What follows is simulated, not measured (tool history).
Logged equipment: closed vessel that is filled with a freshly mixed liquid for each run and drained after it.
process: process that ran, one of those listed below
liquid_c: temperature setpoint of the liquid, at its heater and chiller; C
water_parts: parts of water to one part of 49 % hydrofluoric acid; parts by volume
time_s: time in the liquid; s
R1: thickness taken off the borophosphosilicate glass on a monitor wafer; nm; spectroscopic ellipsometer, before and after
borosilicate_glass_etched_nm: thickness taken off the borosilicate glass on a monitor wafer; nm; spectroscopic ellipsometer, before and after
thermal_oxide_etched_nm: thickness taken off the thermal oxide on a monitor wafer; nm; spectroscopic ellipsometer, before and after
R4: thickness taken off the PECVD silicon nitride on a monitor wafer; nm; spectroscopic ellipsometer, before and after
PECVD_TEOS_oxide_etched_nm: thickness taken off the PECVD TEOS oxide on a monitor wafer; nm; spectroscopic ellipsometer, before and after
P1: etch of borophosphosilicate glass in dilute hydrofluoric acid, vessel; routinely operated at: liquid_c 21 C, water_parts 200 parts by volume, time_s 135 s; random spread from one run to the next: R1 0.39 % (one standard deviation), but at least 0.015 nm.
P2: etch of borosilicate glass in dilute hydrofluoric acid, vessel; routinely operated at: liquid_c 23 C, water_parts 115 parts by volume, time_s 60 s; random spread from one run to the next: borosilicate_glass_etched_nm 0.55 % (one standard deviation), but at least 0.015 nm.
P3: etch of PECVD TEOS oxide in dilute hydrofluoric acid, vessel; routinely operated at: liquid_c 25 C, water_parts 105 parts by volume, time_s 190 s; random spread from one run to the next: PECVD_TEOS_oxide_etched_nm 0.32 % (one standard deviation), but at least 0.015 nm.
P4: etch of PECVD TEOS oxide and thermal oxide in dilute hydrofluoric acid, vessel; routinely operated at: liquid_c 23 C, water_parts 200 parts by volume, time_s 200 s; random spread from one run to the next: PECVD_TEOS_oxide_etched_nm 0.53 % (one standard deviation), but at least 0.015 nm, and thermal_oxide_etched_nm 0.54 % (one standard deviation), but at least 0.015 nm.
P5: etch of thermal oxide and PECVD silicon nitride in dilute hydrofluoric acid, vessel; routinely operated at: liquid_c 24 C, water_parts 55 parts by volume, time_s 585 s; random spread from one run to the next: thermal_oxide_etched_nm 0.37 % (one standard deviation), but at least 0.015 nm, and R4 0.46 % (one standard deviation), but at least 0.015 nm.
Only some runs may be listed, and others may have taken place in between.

{"run": 1, "hour": 7.1, "process": "P1", "liquid_c": 21, "water_parts": 200, "time_s": 135, "R1": 22.018}
{"run": 2, "hour": 11.4, "process": "P1", "liquid_c": 21, "water_parts": 200, "time_s": 40, "R1": 6.5347}
{"run": 3, "hour": 18.0, "process": "P2", "liquid_c": 23, "water_parts": 115, "time_s": 60, "borosilicate_glass_etched_nm": 15.163}
{"run": 4, "hour": 21.5, "process": "P1", "liquid_c": 21, "water_parts": 200, "time_s": 135, "R1": 22.005}
{"run": 5, "hour": 24.8, "process": "P1", "liquid_c": 21, "water_parts": 305, "time_s": 135, "R1": 12.968}
{"run": 6, "hour": 28.1, "process": "P2", "liquid_c": 17, "water_parts": 115, "time_s": 60, "borosilicate_glass_etched_nm": 12.011}
{"run": 7, "hour": 34.5, "process": "P5", "liquid_c": 24, "water_parts": 55, "time_s": 585, "thermal_oxide_etched_nm": 51.76, "R4": 19.465}
{"run": 8, "hour": 37.8, "process": "P1", "liquid_c": 21, "water_parts": 200, "time_s": 135, "R1": 21.962}
{"run": 9, "hour": 43.6, "process": "P3", "liquid_c": 25, "water_parts": 45, "time_s": 190, "PECVD_TEOS_oxide_etched_nm": 114.07}
{"run": 10, "hour": 47.6, "process": "P1", "liquid_c": 29, "water_parts": 200, "time_s": 135, "R1": 29.572}
{"run": 11, "hour": 51.5, "process": "P1", "liquid_c": 21, "water_parts": 200, "time_s": 195, "R1": 31.709}
{"run": 12, "hour": 55.3, "process": "P3", "liquid_c": 21.5, "water_parts": 105, "time_s": 190, "PECVD_TEOS_oxide_etched_nm": 39.408}
{"run": 13, "hour": 60.6, "process": "P1", "liquid_c": 21, "water_parts": 200, "time_s": 135, "R1": 21.876}
{"run": 14, "hour": 67.2, "process": "P3", "liquid_c": 25, "water_parts": 105, "time_s": 85, "PECVD_TEOS_oxide_etched_nm": 20.147}
{"run": 15, "hour": 70.4, "process": "P5", "liquid_c": 29, "water_parts": 55, "time_s": 585, "thermal_oxide_etched_nm": 63.651, "R4": 27.225}
{"run": 16, "hour": 73.6, "process": "P5", "liquid_c": 24, "water_parts": 85, "time_s": 585, "thermal_oxide_etched_nm": 32.341, "R4": 12.771}
{"run": 17, "hour": 78.0, "process": "P1", "liquid_c": 21, "water_parts": 50, "time_s": 205, "R1": 157.42}
{"run": 18, "hour": 81.4, "process": "P4", "liquid_c": 23, "water_parts": 200, "time_s": 200, "thermal_oxide_etched_nm": 4.0504, "PECVD_TEOS_oxide_etched_nm": 16.908}
{"run": 19, "hour": 85.2, "process": "P4", "liquid_c": 23, "water_parts": 200, "time_s": 330, "thermal_oxide_etched_nm": 6.6001, "PECVD_TEOS_oxide_etched_nm": 27.883}
{"run": 20, "hour": 92.3, "process": "P5", "liquid_c": 24, "water_parts": 55, "time_s": 310, "thermal_oxide_etched_nm": 27.583, "R4": 10.405}
{"run": 21, "hour": 98.3, "process": "P4", "liquid_c": 23, "water_parts": 310, "time_s": 200, "thermal_oxide_etched_nm": 2.3334, "PECVD_TEOS_oxide_etched_nm": 9.7554}
{"run": 22, "hour": 104.3, "process": "P4", "liquid_c": 18.5, "water_parts": 200, "time_s": 200, "thermal_oxide_etched_nm": 3.3709, "PECVD_TEOS_oxide_etched_nm": 14.24}
{"run": 23, "hour": 110.9, "process": "P1", "liquid_c": 21, "water_parts": 200, "time_s": 135, "R1": 21.819}
{"run": 24, "hour": 118.3, "process": "P1", "liquid_c": 21, "water_parts": 75, "time_s": 135, "R1": 67.322}
{"run": 25, "hour": 122.7, "process": "P2", "liquid_c": 23, "water_parts": 215, "time_s": 60, "borosilicate_glass_etched_nm": 7.2807}
{"run": 26, "hour": 129.6, "process": "P3", "liquid_c": 25, "water_parts": 105, "time_s": 190, "PECVD_TEOS_oxide_etched_nm": 45.375}
{"run": 27, "hour": 136.9, "process": "P2", "liquid_c": 23, "water_parts": 115, "time_s": 60, "borosilicate_glass_etched_nm": 15.332}
{"run": 28, "hour": 140.2, "process": "P1", "liquid_c": 21, "water_parts": 200, "time_s": 135, "R1": 21.941}
{"run": 29, "hour": 147.0, "process": "P1", "liquid_c": 21, "water_parts": 200, "time_s": 135, "R1": 21.96}
{"run": 30, "hour": 153.4, "process": "P1", "liquid_c": 17, "water_parts": 200, "time_s": 135, "R1": 18.831}
{"run": 31, "hour": 159.5, "process": "P2", "liquid_c": 23, "water_parts": 115, "time_s": 105, "borosilicate_glass_etched_nm": 26.682}
{"run": 32, "hour": 164.1, "process": "P4", "liquid_c": 23, "water_parts": 200, "time_s": 200, "thermal_oxide_etched_nm": 4.0162, "PECVD_TEOS_oxide_etched_nm": 16.855}
{"run": 33, "hour": 170.8, "process": "P1", "liquid_c": 21, "water_parts": 200, "time_s": 135, "R1": 21.945}
{"run": 34, "hour": 177.0, "process": "P1", "liquid_c": 21, "water_parts": 200, "time_s": 135, "R1": 21.19}
{"run": 35, "hour": 182.4, "process": "P1", "liquid_c": 21, "water_parts": 200, "time_s": 135, "R1": 20.804}
{"run": 36, "hour": 189.4, "process": "P1", "liquid_c": 21, "water_parts": 200, "time_s": 135, "R1": 20.653}
{"run": 37, "hour": 196.3, "process": "P1", "liquid_c": 21, "water_parts": 200, "time_s": 135, "R1": 20.458}
{"run": 38, "hour": 200.0, "process": "P1", "liquid_c": 21, "water_parts": 200, "time_s": 135, "R1": 20.668}
{"run": 39, "hour": 206.8, "process": "P1", "liquid_c": 21, "water_parts": 200, "time_s": 135, "R1": 20.545}

Compared with where it was, what P1 gives has crept away. Each cause listed below fits the log as well as the rest, at the size given for it:
A: hydrofluoric acid flow below the setpoint (%) = 5.29
B: liquid colder than its thermometer reads (K) = 1.7
The creep began at about hour 170.8.

The check runs listed below each take one wafer, and their results are still question marks. Under which run would the listed causes lead to clearly different results?
{"run": "check 1", "hour": 213.6, "process": "P2", "liquid_c": 17, "water_parts": 210, "time_s": 60, "borosilicate_glass_etched_nm": "?"}
{"run": "check 2", "hour": 213.6, "process": "P5", "liquid_c": 27.5, "water_parts": 55, "time_s": 585, "thermal_oxide_etched_nm": "?", "R4": "?"}
{"run": "check 3", "hour": 213.6, "process": "P3", "liquid_c": 21.5, "water_parts": 105, "time_s": 105, "PECVD_TEOS_oxide_etched_nm": "?"}
{"run": "check 4", "hour": 213.6, "process": "P4", "liquid_c": 18.5, "water_parts": 200, "time_s": 200, "thermal_oxide_etched_nm": "?", "PECVD_TEOS_oxide_etched_nm": "?"}

How each check would come out, cause by cause:
check=check_1 result=borosilicate_glass_etched_nm if_A=5.6181 if_B=5.6004
check=check_2 result=thermal_oxide_etched_nm if_A=56.569 if_B=56.034
check=check_2 result=R4 if_A=23.393 if_B=22.064
check=check_3 result=PECVD_TEOS_oxide_etched_nm if_A=20.445 if_B=20.278
check=check_4 result=thermal_oxide_etched_nm if_A=3.1677 if_B=3.1599
check=check_4 result=PECVD_TEOS_oxide_etched_nm if_A=13.289 if_B=13.256
Smallest distance between any two causes, each pair judged by its most separating result, in per cent: check 1 0.31 %; check 2 5.85 %; check 3 0.82 %; check 4 0.25 %
Check 2 distinguishes between the causes, while the remaining checks would return nearly the same result for all of them.

Running check 2 produced the following: thermal_oxide_etched_nm 56.484 nm; R4 23.528 nm. Which one of the listed causes fits?

It is A: hydrofluoric acid flow below the setpoint (%).
